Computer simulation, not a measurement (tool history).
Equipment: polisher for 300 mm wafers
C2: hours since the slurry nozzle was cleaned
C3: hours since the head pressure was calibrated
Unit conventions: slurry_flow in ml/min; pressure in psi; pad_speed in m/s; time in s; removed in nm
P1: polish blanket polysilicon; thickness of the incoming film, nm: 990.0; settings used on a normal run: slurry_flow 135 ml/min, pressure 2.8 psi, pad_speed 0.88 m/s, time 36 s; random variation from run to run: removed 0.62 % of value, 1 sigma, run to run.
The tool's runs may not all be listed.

run 1 hour=8.2 | slurry_flow=135 pressure=2.8 pad_speed=0.88 time=36 | wafers_polished_on_this_pad=485 C2=305.4 C3=95.7 | removed=276.88
run 2 hour=17.3 | slurry_flow=135 pressure=2.8 pad_speed=0.88 time=36 | wafers_polished_on_this_pad=578 C2=314.5 C3=104.8 | removed=278.37
run 3 hour=23.4 | slurry_flow=135 pressure=2.8 pad_speed=0.88 time=36 | wafers_polished_on_this_pad=641 C2=320.6 C3=110.9 | removed=277.05
run 4 hour=32.6 | slurry_flow=135 pressure=2.8 pad_speed=0.88 time=36 | wafers_polished_on_this_pad=735 C2=329.8 C3=120.1 | removed=278.24
run 5 hour=42.7 | slurry_flow=195 pressure=2.8 pad_speed=0.88 time=36 | wafers_polished_on_this_pad=838 C2=339.9 C3=130.2 | removed=294.34
run 6 hour=53.2 | slurry_flow=135 pressure=1.7 pad_speed=1.1 time=36 | wafers_polished_on_this_pad=945 C2=350.4 C3=140.7 | removed=210.63
run 7 hour=58.9 | slurry_flow=80 pressure=2.8 pad_speed=0.88 time=36 | wafers_polished_on_this_pad=1003 C2=356.1 C3=146.4 | removed=242.72
run 8 hour=64 | slurry_flow=135 pressure=2.8 pad_speed=1.38 time=36 | wafers_polished_on_this_pad=1055 C2=361.2 C3=151.5 | removed=435.91
run 9 hour=71.2 | slurry_flow=135 pressure=1.3 pad_speed=0.88 time=36 | wafers_polished_on_this_pad=1129 C2=368.4 C3=158.7 | removed=128.47
run 10 hour=76.1 | slurry_flow=135 pressure=2.8 pad_speed=0.88 time=17 | wafers_polished_on_this_pad=1179 C2=373.3 C3=163.6 | removed=130.76
run 11 hour=81.1 | slurry_flow=135 pressure=2.8 pad_speed=0.4 time=36 | wafers_polished_on_this_pad=1230 C2=378.3 C3=168.6 | removed=125.07
run 12 hour=86.1 | slurry_flow=135 pressure=2.8 pad_speed=0.88 time=54 | wafers_polished_on_this_pad=1281 C2=383.3 C3=173.6 | removed=414.48
run 13 hour=91.1 | slurry_flow=135 pressure=2.8 pad_speed=0.88 time=36 | wafers_polished_on_this_pad=1332 C2=388.3 C3=178.6 | removed=278.84
run 14 hour=102.1 | slurry_flow=135 pressure=4 pad_speed=1.08 time=36 | wafers_polished_on_this_pad=1444 C2=399.3 C3=189.6 | removed=480.02
run 15 hour=109.8 | slurry_flow=135 pressure=4.5 pad_speed=0.88 time=36 | wafers_polished_on_this_pad=1523 C2=407 C3=197.3 | removed=444.89
run 16 hour=119.9 | slurry_flow=80 pressure=2.8 pad_speed=1.08 time=36 | wafers_polished_on_this_pad=1626 C2=417.1 C3=207.4 | removed=298.81
run 17 hour=129.4 | slurry_flow=135 pressure=2.8 pad_speed=0.88 time=36 | wafers_polished_on_this_pad=1723 C2=426.6 C3=216.9 | removed=274.09
run 18 hour=138.7 | slurry_flow=135 pressure=2.8 pad_speed=0.88 time=36 | wafers_polished_on_this_pad=1818 C2=435.9 C3=226.2 | removed=278.46
run 19 hour=146.7 | slurry_flow=135 pressure=2.8 pad_speed=0.88 time=36 | wafers_polished_on_this_pad=1900 C2=443.9 C3=234.2 | removed=268.08
run 20 hour=152.1 | slurry_flow=135 pressure=2.8 pad_speed=0.88 time=36 | wafers_polished_on_this_pad=1955 C2=449.3 C3=239.6 | removed=263.87
run 21 hour=161.5 | slurry_flow=135 pressure=2.8 pad_speed=0.88 time=36 | wafers_polished_on_this_pad=2051 C2=458.7 C3=249 | removed=260.53
run 22 hour=167.2 | slurry_flow=135 pressure=2.8 pad_speed=0.88 time=36 | wafers_polished_on_this_pad=2109 C2=464.4 C3=254.7 | removed=257.11
run 23 hour=173.2 | slurry_flow=135 pressure=2.8 pad_speed=0.88 time=36 | wafers_polished_on_this_pad=2170 C2=470.4 C3=260.7 | removed=253.35

Expected results for the next run?
-- hour=176.6 head pressure recalibrated
run 24 hour=180.6 | slurry_flow=135 pressure=2.8 pad_speed=0.88 time=36 | wafers_polished_on_this_pad=2246 C2=477.8 C3=4 | removed=?

removed: 254.83 nm

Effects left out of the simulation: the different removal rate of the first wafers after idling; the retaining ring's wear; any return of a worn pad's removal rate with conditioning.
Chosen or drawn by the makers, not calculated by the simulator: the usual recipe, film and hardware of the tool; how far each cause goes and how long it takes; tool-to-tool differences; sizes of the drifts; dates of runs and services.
